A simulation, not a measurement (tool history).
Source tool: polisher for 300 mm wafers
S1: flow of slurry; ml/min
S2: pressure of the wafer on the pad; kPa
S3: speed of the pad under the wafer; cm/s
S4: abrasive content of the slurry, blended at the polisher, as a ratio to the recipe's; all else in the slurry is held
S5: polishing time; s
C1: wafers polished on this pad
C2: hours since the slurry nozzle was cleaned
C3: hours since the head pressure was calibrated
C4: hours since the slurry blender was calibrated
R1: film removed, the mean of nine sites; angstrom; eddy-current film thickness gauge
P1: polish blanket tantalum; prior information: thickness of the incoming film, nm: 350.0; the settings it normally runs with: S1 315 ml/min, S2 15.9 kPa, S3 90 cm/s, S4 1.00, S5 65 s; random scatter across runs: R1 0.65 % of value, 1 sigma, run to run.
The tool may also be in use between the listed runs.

{"run": 1, "hour": 10.1, "S1": 315, "S2": 15.9, "S3": 90, "S4": 1.0, "S5": 65, "C1": 1192, "C2": 288.4, "C3": 87.0, "C4": 63.7, "R1": 1348.6}
{"run": 2, "hour": 22.4, "S1": 315, "S2": 15.9, "S3": 90, "S4": 0.5, "S5": 65, "C1": 1327, "C2": 300.7, "C3": 99.3, "C4": 76.0, "R1": 1049.5}
{"run": 3, "hour": 31.4, "S1": 315, "S2": 15.9, "S3": 90, "S4": 0.75, "S5": 80, "C1": 1426, "C2": 309.7, "C3": 108.3, "C4": 85.0, "R1": 1531.2}
{"run": 4, "hour": 42.7, "S1": 315, "S2": 15.9, "S3": 90, "S4": 1.0, "S5": 65, "C1": 1551, "C2": 321.0, "C3": 119.6, "C4": 96.3, "R1": 1349.9}
{"run": 5, "hour": 49.8, "S1": 190, "S2": 15.9, "S3": 90, "S4": 1.0, "S5": 65, "C1": 1629, "C2": 328.1, "C3": 126.7, "C4": 103.4, "R1": 1275.9}
{"run": 6, "hour": 61.2, "S1": 315, "S2": 15.9, "S3": 90, "S4": 1.0, "S5": 42, "C1": 1754, "C2": 339.5, "C3": 138.1, "C4": 114.8, "R1": 870.6}
{"run": 7, "hour": 76.6, "S1": 315, "S2": 15.9, "S3": 90, "S4": 1.35, "S5": 65, "C1": 1924, "C2": 354.9, "C3": 153.5, "C4": 130.2, "R1": 1456.7}
{"run": 8, "hour": 89.1, "S1": 315, "S2": 15.9, "S3": 90, "S4": 1.0, "S5": 85, "C1": 2061, "C2": 367.4, "C3": 166.0, "C4": 142.7, "R1": 1787.8}
{"run": 9, "hour": 104.1, "S1": 315, "S2": 15.9, "S3": 90, "S4": 1.0, "S5": 65, "C1": 2226, "C2": 382.4, "C3": 181.0, "C4": 157.7, "R1": 1340.8}
{"run": 10, "hour": 111.4, "S1": 315, "S2": 15.9, "S3": 136, "S4": 1.0, "S5": 65, "C1": 2307, "C2": 389.7, "C3": 188.3, "C4": 165.0, "R1": 2036.4}
{"run": 11, "hour": 118.2, "S1": 315, "S2": 15.9, "S3": 64, "S4": 1.0, "S5": 65, "C1": 2382, "C2": 396.5, "C3": 195.1, "C4": 171.8, "R1": 958.45}
{"run": 12, "hour": 133.6, "S1": 450, "S2": 9.0, "S3": 90, "S4": 1.0, "S5": 65, "C1": 2551, "C2": 411.9, "C3": 210.5, "C4": 187.2, "R1": 775.83}
{"hour": 139.1, "done": "slurry nozzle cleaned"}
{"run": 13, "hour": 144.7, "S1": 315, "S2": 9.7, "S3": 90, "S4": 1.0, "S5": 65, "C1": 2673, "C2": 5.6, "C3": 221.6, "C4": 198.3, "R1": 825.73}
{"run": 14, "hour": 152.5, "S1": 315, "S2": 22.1, "S3": 90, "S4": 1.0, "S5": 65, "C1": 2759, "C2": 13.4, "C3": 229.4, "C4": 206.1, "R1": 1878.0}
{"run": 15, "hour": 163.0, "S1": 315, "S2": 15.9, "S3": 90, "S4": 1.0, "S5": 65, "C1": 2875, "C2": 23.9, "C3": 239.9, "C4": 216.6, "R1": 1332.5}
{"hour": 175.1, "done": "slurry blender recalibrated"}
{"run": 16, "hour": 175.1, "S1": 315, "S2": 15.9, "S3": 90, "S4": 1.0, "S5": 65, "C1": 3008, "C2": 36.0, "C3": 252.0, "C4": 0.0, "R1": 1356.8}

The next listed run, before its measurement:
{"run": 17, "hour": 182.6, "S1": 445, "S2": 15.9, "S3": 90, "S4": 1.0, "S5": 65, "C1": 3090, "C2": 43.5, "C3": 259.5, "C4": 7.5, "R1": "?"}

Run 17 measured R1 1362.70 angstrom.
